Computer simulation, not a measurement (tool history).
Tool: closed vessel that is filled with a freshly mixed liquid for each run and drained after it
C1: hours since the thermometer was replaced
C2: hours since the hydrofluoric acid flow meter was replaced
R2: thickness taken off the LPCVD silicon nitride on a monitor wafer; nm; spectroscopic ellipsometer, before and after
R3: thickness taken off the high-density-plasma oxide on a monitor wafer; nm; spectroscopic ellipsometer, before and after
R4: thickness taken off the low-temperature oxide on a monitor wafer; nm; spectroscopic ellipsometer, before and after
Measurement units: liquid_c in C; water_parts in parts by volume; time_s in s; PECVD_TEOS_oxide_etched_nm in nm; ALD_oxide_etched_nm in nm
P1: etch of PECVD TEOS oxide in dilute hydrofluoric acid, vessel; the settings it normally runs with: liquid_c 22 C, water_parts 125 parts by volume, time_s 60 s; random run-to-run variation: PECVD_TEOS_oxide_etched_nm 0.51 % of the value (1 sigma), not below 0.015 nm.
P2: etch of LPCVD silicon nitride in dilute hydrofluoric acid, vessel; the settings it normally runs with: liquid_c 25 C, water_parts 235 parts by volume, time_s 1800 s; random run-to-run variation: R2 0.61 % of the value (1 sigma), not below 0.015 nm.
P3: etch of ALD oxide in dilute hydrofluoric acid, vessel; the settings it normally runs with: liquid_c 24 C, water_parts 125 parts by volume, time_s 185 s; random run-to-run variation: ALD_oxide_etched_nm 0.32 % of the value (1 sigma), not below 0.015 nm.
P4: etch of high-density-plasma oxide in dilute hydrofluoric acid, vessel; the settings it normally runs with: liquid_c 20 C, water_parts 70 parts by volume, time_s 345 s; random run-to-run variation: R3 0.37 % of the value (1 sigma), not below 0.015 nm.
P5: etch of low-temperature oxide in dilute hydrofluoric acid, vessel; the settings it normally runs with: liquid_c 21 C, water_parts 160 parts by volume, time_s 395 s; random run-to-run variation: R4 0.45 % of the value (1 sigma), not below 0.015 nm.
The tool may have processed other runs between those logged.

run 1 hour=3.1 | process=P1 liquid_c=22 water_parts=125 time_s=60 | C1=78.1 C2=966.4 | PECVD_TEOS_oxide_etched_nm=8.4322
run 2 hour=9 | process=P2 liquid_c=25 water_parts=95 time_s=1800 | C1=84 C2=972.3 | R2=10.958
run 3 hour=12.1 | process=P1 liquid_c=17.5 water_parts=125 time_s=30 | C1=87.1 C2=975.4 | PECVD_TEOS_oxide_etched_nm=3.5243
run 4 hour=17.3 | process=P4 liquid_c=17 water_parts=70 time_s=345 | C1=92.3 C2=980.6 | R3=26.425
run 5 hour=23.1 | process=P4 liquid_c=20 water_parts=95 time_s=345 | C1=98.1 C2=986.4 | R3=21.419
run 6 hour=28.4 | process=P5 liquid_c=21 water_parts=160 time_s=30 | C1=103.4 C2=991.7 | R4=2.9629
run 7 hour=35.4 | process=P2 liquid_c=25 water_parts=235 time_s=1800 | C1=110.4 C2=998.7 | R2=4.4198
run 8 hour=39.3 | process=P2 liquid_c=25 water_parts=235 time_s=1800 | C1=114.3 C2=1002.6 | R2=4.4595
run 9 hour=42.9 | process=P3 liquid_c=24 water_parts=125 time_s=185 | C1=117.9 C2=1006.2 | ALD_oxide_etched_nm=21.042
run 10 hour=49.1 | process=P1 liquid_c=22 water_parts=125 time_s=60 | C1=124.1 C2=1012.4 | PECVD_TEOS_oxide_etched_nm=8.4292
run 11 hour=54.9 | process=P3 liquid_c=24 water_parts=40 time_s=185 | C1=129.9 C2=1018.2 | ALD_oxide_etched_nm=73.77
run 12 hour=60.8 | process=P1 liquid_c=22 water_parts=125 time_s=60 | C1=135.8 C2=1024.1 | PECVD_TEOS_oxide_etched_nm=8.5159
run 13 hour=65.8 | process=P2 liquid_c=31 water_parts=235 time_s=1800 | C1=140.8 C2=1029.1 | R2=6.4266
run 14 hour=69.6 | process=P1 liquid_c=17.5 water_parts=125 time_s=60 | C1=144.6 C2=1032.9 | PECVD_TEOS_oxide_etched_nm=7.0509
run 15 hour=75.4 | process=P1 liquid_c=22 water_parts=210 time_s=60 | C1=150.4 C2=1038.7 | PECVD_TEOS_oxide_etched_nm=4.6135
run 16 hour=80.8 | process=P2 liquid_c=25 water_parts=235 time_s=3610 | C1=155.8 C2=1044.1 | R2=8.9197
run 17 hour=84 | process=P1 liquid_c=27 water_parts=125 time_s=60 | C1=159 C2=1047.3 | PECVD_TEOS_oxide_etched_nm=10.361
run 18 hour=88 | process=P1 liquid_c=22 water_parts=125 time_s=30 | C1=163 C2=1051.3 | PECVD_TEOS_oxide_etched_nm=4.2256
run 19 hour=91.1 | process=P4 liquid_c=20 water_parts=70 time_s=345 | C1=166.1 C2=1054.4 | R3=29.948
run 20 hour=95.9 | process=P3 liquid_c=24 water_parts=125 time_s=325 | C1=170.9 C2=1059.2 | ALD_oxide_etched_nm=37.029
run 21 hour=100.8 | process=P5 liquid_c=21 water_parts=160 time_s=395 | C1=175.8 C2=1064.1 | R4=39.087
run 22 hour=105.8 | process=P1 liquid_c=22 water_parts=125 time_s=60 | C1=180.8 C2=1069.1 | PECVD_TEOS_oxide_etched_nm=8.4347
run 23 hour=109.3 | process=P1 liquid_c=22 water_parts=125 time_s=100 | C1=184.3 C2=1072.6 | PECVD_TEOS_oxide_etched_nm=14.137
run 24 hour=115.4 | process=P5 liquid_c=25 water_parts=160 time_s=395 | C1=190.4 C2=1078.7 | R4=45.44
run 25 hour=119.6 | process=P1 liquid_c=22 water_parts=125 time_s=60 | C1=194.6 C2=1082.9 | PECVD_TEOS_oxide_etched_nm=8.4317
run 26 hour=123.1 | process=P1 liquid_c=22 water_parts=70 time_s=60 | C1=198.1 C2=1086.4 | PECVD_TEOS_oxide_etched_nm=16.155
run 27 hour=127.9 | process=P5 liquid_c=21 water_parts=75 time_s=395 | C1=202.9 C2=1091.2 | R4=92.393
run 28 hour=133 | process=P4 liquid_c=20 water_parts=70 time_s=640 | C1=208 C2=1096.3 | R3=55.733
run 29 hour=138.4 | process=P3 liquid_c=29 water_parts=125 time_s=185 | C1=213.4 C2=1101.7 | ALD_oxide_etched_nm=25.426
run 30 hour=143.4 | process=P1 liquid_c=22 water_parts=125 time_s=60 | C1=218.4 C2=1106.7 | PECVD_TEOS_oxide_etched_nm=8.496
run 31 hour=150.3 | process=P1 liquid_c=22 water_parts=125 time_s=60 | C1=225.3 C2=1113.6 | PECVD_TEOS_oxide_etched_nm=8.837
run 32 hour=153.7 | process=P1 liquid_c=22 water_parts=125 time_s=60 | C1=228.7 C2=1117 | PECVD_TEOS_oxide_etched_nm=8.8799
run 33 hour=158.1 | process=P1 liquid_c=22 water_parts=125 time_s=60 | C1=233.1 C2=1121.4 | PECVD_TEOS_oxide_etched_nm=9.0221
run 34 hour=161.7 | process=P1 liquid_c=22 water_parts=125 time_s=60 | C1=236.7 C2=1125 | PECVD_TEOS_oxide_etched_nm=8.9785
run 35 hour=166.6 | process=P1 liquid_c=22 water_parts=125 time_s=60 | C1=241.6 C2=1129.9 | PECVD_TEOS_oxide_etched_nm=9.0155
run 36 hour=173.7 | process=P1 liquid_c=22 water_parts=125 time_s=60 | C1=248.7 C2=1137 | PECVD_TEOS_oxide_etched_nm=9.0921

What P1 gives has crept off from where it sat before. The 2 causes that follow fit the log equally well, each at the size noted:
A: hydrofluoric acid flow above the setpoint (%) = 5.72
B: liquid hotter than its thermometer reads (K) = 1.61
The process output started creeping at around hour 143.4.

Consider the 4 check runs below, whose results appear as question marks and each of which averages 2 wafers. Which one distinguishes the causes, in that each cause would give it a clearly different result?
run check 1 hour=180.8 | process=P2 liquid_c=30.5 water_parts=235 time_s=3465 | R2=?
run check 2 hour=180.8 | process=P3 liquid_c=24 water_parts=60 time_s=185 | ALD_oxide_etched_nm=?
run check 3 hour=180.8 | process=P4 liquid_c=20 water_parts=95 time_s=345 | R3=?
run check 4 hour=180.8 | process=P5 liquid_c=21 water_parts=160 time_s=175 | R4=?

What every check run would give for each of its results, assuming each possible cause in turn:
check=check_1 result=R2 if_A=12.572 if_B=13.041
check=check_2 result=ALD_oxide_etched_nm if_A=50.669 if_B=50.941
check=check_3 result=R3 if_A=22.832 if_B=22.934
check=check_4 result=R4 if_A=18.449 if_B=18.407
Separation of the two closest causes in each check, using whichever result separates them best: check 1 3.67 %; check 2 0.54 %; check 3 0.44 %; check 4 0.23 %
The causes can be told apart only by check 1. The other checks would give nearly the same results under each of them.

Check 1 has now been run. It gave: R2 12.57 nm. Which of the candidate causes is it?

Of the candidate causes, it is A: hydrofluoric acid flow above the setpoint (%).

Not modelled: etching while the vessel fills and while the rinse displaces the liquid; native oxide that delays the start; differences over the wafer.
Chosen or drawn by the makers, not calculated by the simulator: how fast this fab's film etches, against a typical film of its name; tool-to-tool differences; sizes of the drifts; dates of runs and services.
